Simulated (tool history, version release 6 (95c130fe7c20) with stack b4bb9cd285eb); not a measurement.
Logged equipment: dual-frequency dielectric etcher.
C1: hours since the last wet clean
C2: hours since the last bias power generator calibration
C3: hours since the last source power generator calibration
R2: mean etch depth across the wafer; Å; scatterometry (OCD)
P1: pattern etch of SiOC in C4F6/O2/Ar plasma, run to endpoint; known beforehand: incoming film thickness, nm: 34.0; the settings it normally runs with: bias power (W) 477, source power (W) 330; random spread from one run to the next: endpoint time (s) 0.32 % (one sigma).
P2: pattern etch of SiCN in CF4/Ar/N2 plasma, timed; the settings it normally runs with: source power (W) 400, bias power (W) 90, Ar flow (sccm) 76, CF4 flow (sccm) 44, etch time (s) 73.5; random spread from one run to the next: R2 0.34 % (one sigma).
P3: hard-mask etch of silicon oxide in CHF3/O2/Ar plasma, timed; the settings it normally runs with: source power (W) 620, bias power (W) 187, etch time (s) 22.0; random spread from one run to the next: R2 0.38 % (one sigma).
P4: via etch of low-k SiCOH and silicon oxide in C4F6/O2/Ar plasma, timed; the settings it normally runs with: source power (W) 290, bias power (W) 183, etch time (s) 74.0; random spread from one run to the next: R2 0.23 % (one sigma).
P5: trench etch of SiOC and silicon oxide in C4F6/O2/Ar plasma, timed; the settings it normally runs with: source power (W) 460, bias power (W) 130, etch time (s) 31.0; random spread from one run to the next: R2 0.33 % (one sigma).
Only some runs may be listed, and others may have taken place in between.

run 1 day=0.279 | process_that_ran=P1 bias_power_(W)=477 source_power_(W)=330 | C1=94.3 C2=884.8 C3=1121.9 | endpoint_time_(s)=12.609
run 2 day=0.408 | process_that_ran=P3 bias_power_(W)=142 source_power_(W)=620 etch_time_(s)=22.0 | C1=97.4 C2=887.9 C3=1125.0 | R2=392.73
run 3 day=0.575 | process_that_ran=P3 bias_power_(W)=187 source_power_(W)=410 etch_time_(s)=22.0 | C1=101.4 C2=891.9 C3=1129.0 | R2=371.04
run 4 day=0.792 | process_that_ran=P1 bias_power_(W)=592 source_power_(W)=220 | C1=106.6 C2=897.1 C3=1134.2 | endpoint_time_(s)=13.354
run 5 day=1.058 | process_that_ran=P1 bias_power_(W)=477 source_power_(W)=330 | C1=113.0 C2=903.5 C3=1140.6 | endpoint_time_(s)=12.616
run 6 day=1.204 | process_that_ran=P2 bias_power_(W)=90 source_power_(W)=400 etch_time_(s)=105.5 Ar_flow_(sccm)=76 CF4_flow_(sccm)=44 | C1=116.5 C2=907.0 C3=1144.1 | R2=869.36
run 7 day=1.454 | process_that_ran=P2 bias_power_(W)=90 source_power_(W)=400 etch_time_(s)=73.5 Ar_flow_(sccm)=92 CF4_flow_(sccm)=44 | C1=122.5 C2=913.0 C3=1150.1 | R2=592.55
run 8 day=1.750 | process_that_ran=P3 bias_power_(W)=187 source_power_(W)=620 etch_time_(s)=32.5 | C1=129.6 C2=920.1 C3=1157.2 | R2=642.89
run 9 day=1.896 | process_that_ran=P4 bias_power_(W)=183 source_power_(W)=290 etch_time_(s)=74.0 | C1=133.1 C2=923.6 C3=1160.7 | R2=1848.30
run 10 day=2.033 | process_that_ran=P1 bias_power_(W)=477 source_power_(W)=330 | C1=136.4 C2=926.9 C3=1164.0 | endpoint_time_(s)=12.540
run 11 day=2.242 | process_that_ran=P1 bias_power_(W)=477 source_power_(W)=250 | C1=141.4 C2=931.9 C3=1169.0 | endpoint_time_(s)=13.864
run 12 day=2.442 | process_that_ran=P1 bias_power_(W)=309 source_power_(W)=330 | C1=146.2 C2=936.7 C3=1173.8 | endpoint_time_(s)=14.805
run 13 day=2.717 | process_that_ran=P1 bias_power_(W)=477 source_power_(W)=330 | C1=152.8 C2=943.3 C3=1180.4 | endpoint_time_(s)=12.563
run 14 day=2.975 | process_that_ran=P4 bias_power_(W)=258 source_power_(W)=290 etch_time_(s)=74.0 | C1=159.0 C2=949.5 C3=1186.6 | R2=2071.40
run 15 day=3.204 | process_that_ran=P2 bias_power_(W)=90 source_power_(W)=560 etch_time_(s)=73.5 Ar_flow_(sccm)=76 CF4_flow_(sccm)=44 | C1=164.5 C2=955.0 C3=1192.1 | R2=811.06
run 16 day=3.475 | process_that_ran=P1 bias_power_(W)=477 source_power_(W)=460 | C1=171.0 C2=961.5 C3=1198.6 | endpoint_time_(s)=11.102
run 17 day=3.671 | process_that_ran=P5 bias_power_(W)=130 source_power_(W)=460 etch_time_(s)=45.0 | C1=175.7 C2=966.2 C3=1203.3 | R2=864.64
run 18 day=3.933 | process_that_ran=P5 bias_power_(W)=169 source_power_(W)=460 etch_time_(s)=31.0 | C1=182.0 C2=972.5 C3=1209.6 | R2=642.75
run 19 day=4.075 | process_that_ran=P2 bias_power_(W)=127 source_power_(W)=400 etch_time_(s)=73.5 Ar_flow_(sccm)=76 CF4_flow_(sccm)=44 | C1=185.4 C2=975.9 C3=1213.0 | R2=696.94
run 20 day=4.254 | process_that_ran=P4 bias_power_(W)=183 source_power_(W)=290 etch_time_(s)=40.5 | C1=189.7 C2=980.2 C3=1217.3 | R2=1009.20
run 21 day=4.421 | process_that_ran=P5 bias_power_(W)=130 source_power_(W)=660 etch_time_(s)=31.0 | C1=193.7 C2=984.2 C3=1221.3 | R2=683.09
run 22 day=4.562 | process_that_ran=P2 bias_power_(W)=90 source_power_(W)=400 etch_time_(s)=73.5 Ar_flow_(sccm)=76 CF4_flow_(sccm)=44 | C1=197.1 C2=987.6 C3=1224.7 | R2=605.11
run 23 day=4.838 | process_that_ran=P4 bias_power_(W)=183 source_power_(W)=400 etch_time_(s)=74.0 | C1=203.7 C2=994.2 C3=1231.3 | R2=2094.00
run 24 day=5.046 | process_that_ran=P4 bias_power_(W)=183 source_power_(W)=290 etch_time_(s)=74.0 | C1=208.7 C2=999.2 C3=1236.3 | R2=1842.10
run 25 day=5.258 | process_that_ran=P3 bias_power_(W)=187 source_power_(W)=620 etch_time_(s)=22.0 | C1=213.8 C2=1004.3 C3=1241.4 | R2=433.47
run 26 day=5.475 | process_that_ran=P1 bias_power_(W)=477 source_power_(W)=330 | C1=219.0 C2=1009.5 C3=1246.6 | endpoint_time_(s)=12.557
run 27 day=5.671 | process_that_ran=P2 bias_power_(W)=90 source_power_(W)=400 etch_time_(s)=73.5 Ar_flow_(sccm)=76 CF4_flow_(sccm)=33 | C1=223.7 C2=1014.2 C3=1251.3 | R2=579.24
run 28 day=5.912 | process_that_ran=P1 bias_power_(W)=671 source_power_(W)=330 | C1=229.5 C2=1020.0 C3=1257.1 | endpoint_time_(s)=11.069
run 29 day=6.092 | process_that_ran=P5 bias_power_(W)=130 source_power_(W)=460 etch_time_(s)=31.0 | C1=233.8 C2=1024.3 C3=1261.4 | R2=593.11
run 30 day=6.304 | process_that_ran=P2 bias_power_(W)=90 source_power_(W)=400 etch_time_(s)=73.5 Ar_flow_(sccm)=76 CF4_flow_(sccm)=44 | C1=238.9 C2=1029.4 C3=1266.5 | R2=605.33
run 31 day=6.442 | process_that_ran=P1 bias_power_(W)=477 source_power_(W)=330 | C1=242.2 C2=1032.7 C3=1269.8 | endpoint_time_(s)=12.518
run 32 day=6.621 | process_that_ran=P1 bias_power_(W)=477 source_power_(W)=330 | C1=246.5 C2=1037.0 C3=1274.1 | endpoint_time_(s)=12.636
run 33 day=6.888 | process_that_ran=P1 bias_power_(W)=477 source_power_(W)=330 | C1=252.9 C2=1043.4 C3=1280.5 | endpoint_time_(s)=12.783
run 34 day=7.125 | process_that_ran=P1 bias_power_(W)=477 source_power_(W)=330 | C1=258.6 C2=1049.1 C3=1286.2 | endpoint_time_(s)=12.734
-- day=7.238 wet clean of the chamber
run 35 day=7.346 | process_that_ran=P1 bias_power_(W)=477 source_power_(W)=330 | C1=2.7 C2=1054.4 C3=1291.5 | endpoint_time_(s)=12.764
run 36 day=7.575 | process_that_ran=P1 bias_power_(W)=477 source_power_(W)=330 | C1=8.2 C2=1059.9 C3=1297.0 | endpoint_time_(s)=12.814
run 37 day=7.846 | process_that_ran=P1 bias_power_(W)=477 source_power_(W)=330 | C1=14.7 C2=1066.4 C3=1303.5 | endpoint_time_(s)=12.753

What P1 gives has crept away from where it was. These 2 causes fit the log equally well, each at the size given:
A: bias power that arrives under what is set, % = 4.48
B: source power that arrives under what is set, % = 4.54
Creep in the process output first set in at about day 6.442.
All other causes, with the reason each is excluded:
chamber walls in a state that lowers the etch rate, %: work on it at day 7.238, done after the drift set in, did not restore what the process gave before

Which of the check runs below tells the causes apart, meaning the causes would give it clearly different results? Each run uses 2 wafers whose results are averaged, and each result is shown as a question mark.
run check 1 day=8.117 | process_that_ran=P2 bias_power_(W)=117 source_power_(W)=400 etch_time_(s)=73.5 Ar_flow_(sccm)=76 CF4_flow_(sccm)=44 | R2=?
run check 2 day=8.117 | process_that_ran=P4 bias_power_(W)=233 source_power_(W)=290 etch_time_(s)=74.0 | R2=?
run check 3 day=8.117 | process_that_ran=P3 bias_power_(W)=148 source_power_(W)=430 etch_time_(s)=22.0 | R2=?
run check 4 day=8.117 | process_that_ran=P5 bias_power_(W)=168 source_power_(W)=460 etch_time_(s)=42.0 | R2=?

Outcome of each check run for each possible cause:
check=check_1 result=R2 if_A=660.14 if_B=645.57
check=check_2 result=R2 if_A=1967.80 if_B=1963.50
check=check_3 result=R2 if_A=343.60 if_B=342.65
check=check_4 result=R2 if_A=856.42 if_B=852.88
Distance between the nearest two causes, measured in the result of the check that separates them most: check 1 2.23 %; check 2 0.22 %; check 3 0.28 %; check 4 0.41 %
Of the check runs offered, only check 1 discriminates between the causes; the rest would read about the same regardless of which cause applies.

With check 1 done, the readings were: R2 660.05 Å. Identify which of the listed causes applies.

A is the cause: bias power that arrives under what is set, %.
